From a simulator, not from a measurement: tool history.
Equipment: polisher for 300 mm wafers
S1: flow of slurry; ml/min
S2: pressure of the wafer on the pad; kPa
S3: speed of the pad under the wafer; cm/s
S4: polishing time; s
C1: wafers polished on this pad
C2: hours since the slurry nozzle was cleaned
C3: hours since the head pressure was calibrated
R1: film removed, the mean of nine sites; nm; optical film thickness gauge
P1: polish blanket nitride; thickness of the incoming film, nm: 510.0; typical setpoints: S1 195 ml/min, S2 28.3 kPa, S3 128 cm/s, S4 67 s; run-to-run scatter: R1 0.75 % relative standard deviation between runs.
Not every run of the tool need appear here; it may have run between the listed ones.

run 1 day=0.258 | S1=195 S2=28.3 S3=128 S4=67 | C1=621 C2=528.1 C3=309.2 | R1=185.18
-- day=0.596 slurry nozzle cleaned
run 2 day=0.671 | S1=195 S2=28.3 S3=128 S4=67 | C1=717 C2=1.9 C3=319.1 | R1=187.69
run 3 day=1.092 | S1=195 S2=28.3 S3=64 S4=67 | C1=816 C2=12 C3=329.2 | R1=107.16
run 4 day=1.471 | S1=195 S2=28.3 S3=128 S4=98 | C1=904 C2=21.1 C3=338.3 | R1=271.95
run 5 day=1.858 | S1=250 S2=28.3 S3=66 S4=67 | C1=995 C2=30.4 C3=347.6 | R1=113.17
run 6 day=2.154 | S1=195 S2=15.9 S3=128 S4=67 | C1=1064 C2=37.5 C3=354.7 | R1=103.01
run 7 day=2.588 | S1=195 S2=28.3 S3=190 S4=67 | C1=1166 C2=47.9 C3=365.1 | R1=258.1
run 8 day=2.817 | S1=310 S2=28.3 S3=128 S4=67 | C1=1219 C2=53.4 C3=370.6 | R1=194.86
run 9 day=3.15 | S1=195 S2=28.3 S3=128 S4=67 | C1=1297 C2=61.4 C3=378.6 | R1=184.24
run 10 day=3.488 | S1=195 S2=28.3 S3=128 S4=67 | C1=1376 C2=69.5 C3=386.7 | R1=187.43
run 11 day=3.733 | S1=195 S2=28.3 S3=128 S4=38 | C1=1434 C2=75.4 C3=392.6 | R1=105.84
run 12 day=4 | S1=195 S2=35.2 S3=128 S4=67 | C1=1496 C2=81.8 C3=399 | R1=231.57
run 13 day=4.383 | S1=115 S2=28.3 S3=128 S4=67 | C1=1586 C2=91 C3=408.2 | R1=171.73
run 14 day=4.579 | S1=195 S2=28.3 S3=128 S4=67 | C1=1632 C2=95.7 C3=412.9 | R1=185.89
run 15 day=4.829 | S1=195 S2=28.3 S3=128 S4=67 | C1=1690 C2=101.7 C3=418.9 | R1=183.04
run 16 day=5.162 | S1=195 S2=28.3 S3=128 S4=67 | C1=1768 C2=109.7 C3=426.9 | R1=179.81
run 17 day=5.512 | S1=195 S2=28.3 S3=128 S4=67 | C1=1850 C2=118.1 C3=435.3 | R1=175.96
run 18 day=5.9 | S1=195 S2=28.3 S3=128 S4=67 | C1=1941 C2=127.4 C3=444.6 | R1=173.61
-- day=6.046 worn pad replaced by a new one
run 19 day=6.25 | S1=195 S2=28.3 S3=128 S4=67 | C1=48 C2=135.8 C3=453 | R1=174.11
run 20 day=6.475 | S1=195 S2=28.3 S3=128 S4=67 | C1=100 C2=141.2 C3=458.4 | R1=174.97
run 21 day=6.9 | S1=195 S2=28.3 S3=128 S4=67 | C1=200 C2=151.4 C3=468.6 | R1=173.64

Compared with where it was, what P1 gives has crept away. Each cause listed below fits the log as well as the rest, at the size given for it:
A: slurry flow missing at the pad, % = 32.7
B: head's pressure below its setpoint, % = 6.22
The creep began at about day 4.579.
What rules out each remaining cause:
removal rate lost through wear of the pad, %: serviced after onset, at day 6.046, with no recovery of the prior output

The 4 check runs listed below each average the results of 3 wafers, and their outcomes are marked with question marks. Under which run would the listed causes produce clearly different results?
run check 1 day=7.325 | S1=195 S2=28.3 S3=168 S4=45 | R1=?
run check 2 day=7.325 | S1=195 S2=22.8 S3=128 S4=67 | R1=?
run check 3 day=7.325 | S1=195 S2=20 S3=128 S4=67 | R1=?
run check 4 day=7.325 | S1=125 S2=28.3 S3=128 S4=67 | R1=?

Outcome of each check run for each possible cause:
check=check_1 result=R1 if_A=145.77 if_B=145.76
check=check_2 result=R1 if_A=140.53 if_B=140.52
check=check_3 result=R1 if_A=123.5 if_B=123.49
check=check_4 result=R1 if_A=157.1 if_B=162.17
Distance between the nearest two causes, measured in the result of the check that separates them most: check 1 0.01 %; check 2 0.01 %; check 3 0.01 %; check 4 3.18 %
Check 4 tells the causes apart: in the others they would give nearly the same result.

Running check 4 produced the following: R1 162.78 nm. Which one of the listed causes fits?

B is the cause: head's pressure below its setpoint, %.
